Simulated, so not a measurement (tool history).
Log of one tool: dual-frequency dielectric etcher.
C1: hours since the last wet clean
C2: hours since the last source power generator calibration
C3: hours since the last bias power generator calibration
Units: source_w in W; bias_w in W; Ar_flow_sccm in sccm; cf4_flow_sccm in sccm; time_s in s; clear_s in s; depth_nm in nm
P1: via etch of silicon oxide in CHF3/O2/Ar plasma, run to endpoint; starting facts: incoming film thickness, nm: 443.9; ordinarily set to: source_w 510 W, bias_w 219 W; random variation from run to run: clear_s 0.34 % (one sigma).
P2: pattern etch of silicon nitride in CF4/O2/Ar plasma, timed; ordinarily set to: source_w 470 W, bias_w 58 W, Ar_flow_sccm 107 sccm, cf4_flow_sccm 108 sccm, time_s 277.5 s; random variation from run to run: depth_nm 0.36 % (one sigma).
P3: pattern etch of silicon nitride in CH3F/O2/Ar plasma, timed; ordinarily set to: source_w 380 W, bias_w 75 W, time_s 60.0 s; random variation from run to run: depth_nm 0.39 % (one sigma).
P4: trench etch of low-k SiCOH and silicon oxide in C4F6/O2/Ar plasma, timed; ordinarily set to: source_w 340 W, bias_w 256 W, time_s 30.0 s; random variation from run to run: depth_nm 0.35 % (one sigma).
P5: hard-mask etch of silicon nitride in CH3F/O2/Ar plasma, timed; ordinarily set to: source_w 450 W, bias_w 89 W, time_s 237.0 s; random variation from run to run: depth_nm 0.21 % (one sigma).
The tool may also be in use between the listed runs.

{"run": 1, "hour": 6.0, "process": "P1", "source_w": 510, "bias_w": 219, "C1": 279.0, "C2": 2277.8, "C3": 3228.4, "clear_s": 228.24}
{"run": 2, "hour": 16.6, "process": "P2", "source_w": 470, "bias_w": 58, "Ar_flow_sccm": 85, "cf4_flow_sccm": 108, "time_s": 277.5, "C1": 289.6, "C2": 2288.4, "C3": 3239.0, "depth_nm": 548.42}
{"run": 3, "hour": 22.4, "process": "P5", "source_w": 450, "bias_w": 89, "time_s": 237.0, "C1": 295.4, "C2": 2294.2, "C3": 3244.8, "depth_nm": 187.99}
{"run": 4, "hour": 34.8, "process": "P1", "source_w": 510, "bias_w": 219, "C1": 307.8, "C2": 2306.6, "C3": 3257.2, "clear_s": 229.83}
{"run": 5, "hour": 43.2, "process": "P1", "source_w": 510, "bias_w": 128, "C1": 316.2, "C2": 2315.0, "C3": 3265.6, "clear_s": 275.02}
{"run": 6, "hour": 49.2, "process": "P3", "source_w": 380, "bias_w": 75, "time_s": 60.0, "C1": 322.2, "C2": 2321.0, "C3": 3271.6, "depth_nm": 40.988}
{"run": 7, "hour": 56.1, "process": "P5", "source_w": 450, "bias_w": 89, "time_s": 349.0, "C1": 329.1, "C2": 2327.9, "C3": 3278.5, "depth_nm": 277.36}
{"run": 8, "hour": 67.3, "process": "P1", "source_w": 710, "bias_w": 219, "C1": 340.3, "C2": 2339.1, "C3": 3289.7, "clear_s": 201.12}
{"run": 9, "hour": 74.5, "process": "P4", "source_w": 340, "bias_w": 256, "time_s": 38.0, "C1": 347.5, "C2": 2346.3, "C3": 3296.9, "depth_nm": 126.57}
{"run": 10, "hour": 81.4, "process": "P5", "source_w": 280, "bias_w": 89, "time_s": 237.0, "C1": 354.4, "C2": 2353.2, "C3": 3303.8, "depth_nm": 157.17}
{"run": 11, "hour": 94.3, "process": "P5", "source_w": 450, "bias_w": 89, "time_s": 237.0, "C1": 367.3, "C2": 2366.1, "C3": 3316.7, "depth_nm": 188.13}
{"run": 12, "hour": 100.4, "process": "P1", "source_w": 510, "bias_w": 219, "C1": 373.4, "C2": 2372.2, "C3": 3322.8, "clear_s": 229.01}
{"run": 13, "hour": 108.2, "process": "P3", "source_w": 450, "bias_w": 75, "time_s": 60.0, "C1": 381.2, "C2": 2380.0, "C3": 3330.6, "depth_nm": 43.711}
{"run": 14, "hour": 120.9, "process": "P1", "source_w": 510, "bias_w": 219, "C1": 393.9, "C2": 2392.7, "C3": 3343.3, "clear_s": 230.23}
{"run": 15, "hour": 134.1, "process": "P2", "source_w": 470, "bias_w": 58, "Ar_flow_sccm": 107, "cf4_flow_sccm": 131, "time_s": 277.5, "C1": 407.1, "C2": 2405.9, "C3": 3356.5, "depth_nm": 548.48}
{"run": 16, "hour": 145.0, "process": "P3", "source_w": 380, "bias_w": 75, "time_s": 60.0, "C1": 418.0, "C2": 2416.8, "C3": 3367.4, "depth_nm": 41.078}
{"run": 17, "hour": 154.8, "process": "P3", "source_w": 380, "bias_w": 75, "time_s": 35.5, "C1": 427.8, "C2": 2426.6, "C3": 3377.2, "depth_nm": 24.339}
{"run": 18, "hour": 167.8, "process": "P3", "source_w": 380, "bias_w": 47, "time_s": 60.0, "C1": 440.8, "C2": 2439.6, "C3": 3390.2, "depth_nm": 35.47}
{"run": 19, "hour": 175.6, "process": "P1", "source_w": 510, "bias_w": 272, "C1": 448.6, "C2": 2447.4, "C3": 3398.0, "clear_s": 211.31}
{"run": 20, "hour": 185.6, "process": "P4", "source_w": 470, "bias_w": 256, "time_s": 30.0, "C1": 458.6, "C2": 2457.4, "C3": 3408.0, "depth_nm": 113.08}
{"run": 21, "hour": 191.4, "process": "P1", "source_w": 290, "bias_w": 219, "C1": 464.4, "C2": 2463.2, "C3": 3413.8, "clear_s": 282.55}
{"run": 22, "hour": 201.7, "process": "P1", "source_w": 680, "bias_w": 175, "C1": 474.7, "C2": 2473.5, "C3": 3424.1, "clear_s": 221.72}
{"run": 23, "hour": 210.3, "process": "P4", "source_w": 340, "bias_w": 333, "time_s": 30.0, "C1": 483.3, "C2": 2482.1, "C3": 3432.7, "depth_nm": 109.79}
{"run": 24, "hour": 219.1, "process": "P1", "source_w": 510, "bias_w": 219, "C1": 492.1, "C2": 2490.9, "C3": 3441.5, "clear_s": 229.78}
{"run": 25, "hour": 226.7, "process": "P1", "source_w": 680, "bias_w": 134, "C1": 499.7, "C2": 2498.5, "C3": 3449.1, "clear_s": 242.94}
{"run": 26, "hour": 235.3, "process": "P1", "source_w": 340, "bias_w": 291, "C1": 508.3, "C2": 2507.1, "C3": 3457.7, "clear_s": 239.58}
{"run": 27, "hour": 242.0, "process": "P5", "source_w": 450, "bias_w": 124, "time_s": 237.0, "C1": 515.0, "C2": 2513.8, "C3": 3464.4, "depth_nm": 212.56}
{"run": 28, "hour": 254.4, "process": "P4", "source_w": 340, "bias_w": 256, "time_s": 30.0, "C1": 527.4, "C2": 2526.2, "C3": 3476.8, "depth_nm": 99.649}
{"run": 29, "hour": 261.8, "process": "P2", "source_w": 470, "bias_w": 46, "Ar_flow_sccm": 107, "cf4_flow_sccm": 108, "time_s": 277.5, "C1": 534.8, "C2": 2533.6, "C3": 3484.2, "depth_nm": 492.96}
{"run": 30, "hour": 271.4, "process": "P2", "source_w": 470, "bias_w": 58, "Ar_flow_sccm": 107, "cf4_flow_sccm": 108, "time_s": 277.5, "C1": 544.4, "C2": 2543.2, "C3": 3493.8, "depth_nm": 536.8}
{"run": 31, "hour": 280.8, "process": "P2", "source_w": 470, "bias_w": 58, "Ar_flow_sccm": 107, "cf4_flow_sccm": 108, "time_s": 390.0, "C1": 553.8, "C2": 2552.6, "C3": 3503.2, "depth_nm": 755.02}
{"run": 32, "hour": 292.3, "process": "P1", "source_w": 510, "bias_w": 219, "C1": 565.3, "C2": 2564.1, "C3": 3514.7, "clear_s": 229.55}
{"run": 33, "hour": 298.7, "process": "P2", "source_w": 290, "bias_w": 58, "Ar_flow_sccm": 107, "cf4_flow_sccm": 108, "time_s": 277.5, "C1": 571.7, "C2": 2570.5, "C3": 3521.1, "depth_nm": 352.22}
{"run": 34, "hour": 308.6, "process": "P1", "source_w": 510, "bias_w": 219, "C1": 581.6, "C2": 2580.4, "C3": 3531.0, "clear_s": 228.96}
{"run": 35, "hour": 318.1, "process": "P1", "source_w": 510, "bias_w": 219, "C1": 591.1, "C2": 2589.9, "C3": 3540.5, "clear_s": 229.69}
{"run": 36, "hour": 327.0, "process": "P1", "source_w": 510, "bias_w": 219, "C1": 600.0, "C2": 2598.8, "C3": 3549.4, "clear_s": 233.05}
{"run": 37, "hour": 335.0, "process": "P1", "source_w": 510, "bias_w": 219, "C1": 608.0, "C2": 2606.8, "C3": 3557.4, "clear_s": 232.6}
{"run": 38, "hour": 344.4, "process": "P1", "source_w": 510, "bias_w": 219, "C1": 617.4, "C2": 2616.2, "C3": 3566.8, "clear_s": 233.13}
{"run": 39, "hour": 351.4, "process": "P1", "source_w": 510, "bias_w": 219, "C1": 624.4, "C2": 2623.2, "C3": 3573.8, "clear_s": 233.8}
{"run": 40, "hour": 361.8, "process": "P1", "source_w": 510, "bias_w": 219, "C1": 634.8, "C2": 2633.6, "C3": 3584.2, "clear_s": 233.64}
{"run": 41, "hour": 370.8, "process": "P1", "source_w": 510, "bias_w": 219, "C1": 643.8, "C2": 2642.6, "C3": 3593.2, "clear_s": 234.27}
{"run": 42, "hour": 377.9, "process": "P1", "source_w": 510, "bias_w": 219, "C1": 650.9, "C2": 2649.7, "C3": 3600.3, "clear_s": 233.17}
{"hour": 378.2, "done": "wet clean of the chamber"}
{"run": 43, "hour": 384.3, "process": "P1", "source_w": 510, "bias_w": 219, "C1": 6.1, "C2": 2656.1, "C3": 3606.7, "clear_s": 233.32}
{"run": 44, "hour": 393.0, "process": "P1", "source_w": 510, "bias_w": 219, "C1": 14.8, "C2": 2664.8, "C3": 3615.4, "clear_s": 233.18}
{"run": 45, "hour": 403.0, "process": "P1", "source_w": 510, "bias_w": 219, "C1": 24.8, "C2": 2674.8, "C3": 3625.4, "clear_s": 233.54}

The output of P1 has drifted from where it used to be. Each of the 2 causes below, taken at the size shown beside it, accounts for the log equally well:
A: source power that arrives under what is set, % = 4.42
B: bias power that arrives under what is set, % = 4.73
The onset of the drift is placed at about hour 308.6.
The rest of the possible causes, and what rules out each one:
chamber walls in a state that lowers the etch rate, %: serviced at hour 378.2, after the drift had started, without restoring the earlier output

Of the 4 check runs below, each run on 2 wafers with the results averaged and each result still a question mark, which one would tell the listed causes apart?
{"run": "check 1", "hour": 413.0, "process": "P4", "source_w": 460, "bias_w": 314, "time_s": 30.0, "depth_nm": "?"}
{"run": "check 2", "hour": 413.0, "process": "P2", "source_w": 470, "bias_w": 58, "Ar_flow_sccm": 86, "cf4_flow_sccm": 108, "time_s": 277.5, "depth_nm": "?"}
{"run": "check 3", "hour": 413.0, "process": "P3", "source_w": 380, "bias_w": 47, "time_s": 40.5, "depth_nm": "?"}
{"run": "check 4", "hour": 413.0, "process": "P5", "source_w": 330, "bias_w": 123, "time_s": 237.0, "depth_nm": "?"}

Expected result of each check under each candidate cause:
check=check_1 result=depth_nm if_A=118.510 if_B=118.540
check=check_2 result=depth_nm if_A=526.080 if_B=537.330
check=check_3 result=depth_nm if_A=23.374 if_B=23.439
check=check_4 result=depth_nm if_A=185.750 if_B=185.380
Separation of the two closest causes in each check, using whichever result separates them best: check 1 0.03 %; check 2 2.12 %; check 3 0.28 %; check 4 0.2 %
Check 2 distinguishes between the causes, while the remaining checks would return nearly the same result for all of them.

Then check 2 was run and gave: depth_nm 538.350 nm. Which cause is it?

B is the cause: bias power that arrives under what is set, %.
